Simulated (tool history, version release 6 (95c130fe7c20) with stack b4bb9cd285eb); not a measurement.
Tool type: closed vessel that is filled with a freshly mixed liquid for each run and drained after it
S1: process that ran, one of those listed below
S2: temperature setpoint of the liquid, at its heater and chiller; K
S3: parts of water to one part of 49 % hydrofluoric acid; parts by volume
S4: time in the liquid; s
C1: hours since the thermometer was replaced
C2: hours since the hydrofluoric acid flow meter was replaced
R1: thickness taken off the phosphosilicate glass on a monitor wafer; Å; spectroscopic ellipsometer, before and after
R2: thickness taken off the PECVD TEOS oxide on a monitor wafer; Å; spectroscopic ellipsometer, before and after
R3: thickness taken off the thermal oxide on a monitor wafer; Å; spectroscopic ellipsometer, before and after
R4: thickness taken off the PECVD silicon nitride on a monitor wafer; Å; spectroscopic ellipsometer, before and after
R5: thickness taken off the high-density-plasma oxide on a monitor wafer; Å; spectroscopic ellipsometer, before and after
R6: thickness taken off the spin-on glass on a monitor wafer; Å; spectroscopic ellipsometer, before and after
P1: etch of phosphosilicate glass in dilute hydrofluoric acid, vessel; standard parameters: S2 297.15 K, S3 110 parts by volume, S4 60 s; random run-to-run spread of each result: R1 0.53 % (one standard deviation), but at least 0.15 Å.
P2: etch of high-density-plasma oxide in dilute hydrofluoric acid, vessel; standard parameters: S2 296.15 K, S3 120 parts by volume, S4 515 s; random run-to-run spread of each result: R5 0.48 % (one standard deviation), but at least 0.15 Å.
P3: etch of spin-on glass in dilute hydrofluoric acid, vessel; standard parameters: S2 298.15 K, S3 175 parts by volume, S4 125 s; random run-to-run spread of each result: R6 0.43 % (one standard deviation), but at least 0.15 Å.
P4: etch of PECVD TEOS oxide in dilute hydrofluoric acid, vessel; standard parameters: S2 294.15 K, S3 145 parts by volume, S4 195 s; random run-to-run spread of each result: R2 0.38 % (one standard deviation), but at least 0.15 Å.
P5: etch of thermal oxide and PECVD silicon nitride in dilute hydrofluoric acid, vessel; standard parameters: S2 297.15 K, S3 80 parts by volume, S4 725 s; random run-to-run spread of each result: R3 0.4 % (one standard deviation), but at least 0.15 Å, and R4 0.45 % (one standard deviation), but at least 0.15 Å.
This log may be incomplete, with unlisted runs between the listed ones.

run   hour  S1      S2   S3   S4      C1     C2       R1       R2      R3       R4      R5       R6
  1    4.2  P1  297.15  110   60  1001.1  513.4   517.70
  2    8.5  P1  297.15   20   60  1005.4  517.7  3168.00
  3   11.2  P1  304.65  110   60  1008.1  520.4   687.15
  4   15.5  P1  301.65   75   60  1012.4  524.7   942.06
  5   19.1  P1  297.15  110  110  1016.0  528.3   942.94
  6   21.2  P1  297.15  110   60  1018.1  530.4   515.94
  7   23.8  P4  294.15  145   40  1020.7  533.0            29.533
  8   27.7  P5  302.65   80  725  1024.6  536.9                    540.83  269.210
  9   31.6  P2  303.15  120  515  1028.5  540.8                                     333.27
 10   33.9  P2  296.15  120  910  1030.8  543.1                                     452.92
 11   37.2  P1  297.15  110   60  1034.1  546.4   522.95
 12   40.9  P5  297.15   80  725  1037.8  550.1                    434.64  188.820
 13   45.4  P1  297.15  110   60  1042.3  554.6   519.16
 14   49.5  P3  298.15  175   30  1046.4  558.7                                              60.824
 15   52.6  P1  297.15  185   60  1049.5  561.8   280.28
 16   55.5  P5  297.15   80  345  1052.4  564.7                    207.21   90.289
 17   58.4  P3  298.15  175  125  1055.3  567.6                                             249.810
 18   60.9  P3  298.15  100  125  1057.8  570.1                                             477.840
 19   64.1  P3  292.15  175  125  1061.0  573.3                                             198.820
      64.2  -- hydrofluoric acid flow meter replaced
 20   67.7  P4  294.15  145  195  1064.6    3.5           142.790
 21   70.8  P1  302.15  110   30  1067.7    6.6   311.91
 22   73.0  P4  294.15   45  195  1069.9    8.8           515.590
 23   76.9  P5  297.15  130  725  1073.8   12.7                    249.86  116.920
 24   79.3  P2  296.15  175  515  1076.2   15.1                                     166.43
 25   82.3  P1  290.15  110   60  1079.2   18.1   390.27
 26   85.3  P1  297.15  110   60  1082.2   21.1   518.35
 27   88.2  P5  297.15   80  725  1085.1   24.0                    432.86  188.950
 28   90.6  P2  296.15  120  515  1087.5   26.4                                     258.70
 29   94.9  P1  297.15  110   30  1091.8   30.7   259.97
 30   99.3  P4  290.15  145  195  1096.2   35.1           122.090
 31  103.1  P1  297.15  110   60  1100.0   38.9   519.03
 32  105.9  P1  297.15  110   60  1102.8   41.7   525.10
 33  108.1  P1  297.15  110   60  1105.0   43.9   531.10
 34  110.9  P1  297.15  110   60  1107.8   46.7   533.73
 35  113.5  P1  297.15  110   60  1110.4   49.3   537.95
 36  116.5  P1  297.15  110   60  1113.4   52.3   539.70
 37  119.9  P1  297.15  110   60  1116.8   55.7   542.57
 38  124.2  P1  297.15  110   60  1121.1   60.0   544.75

Run 39 comes next. What will it give?
 39  128.0  P1  297.15  110  60  1124.9  63.8   ?

R1: 541.00 Å
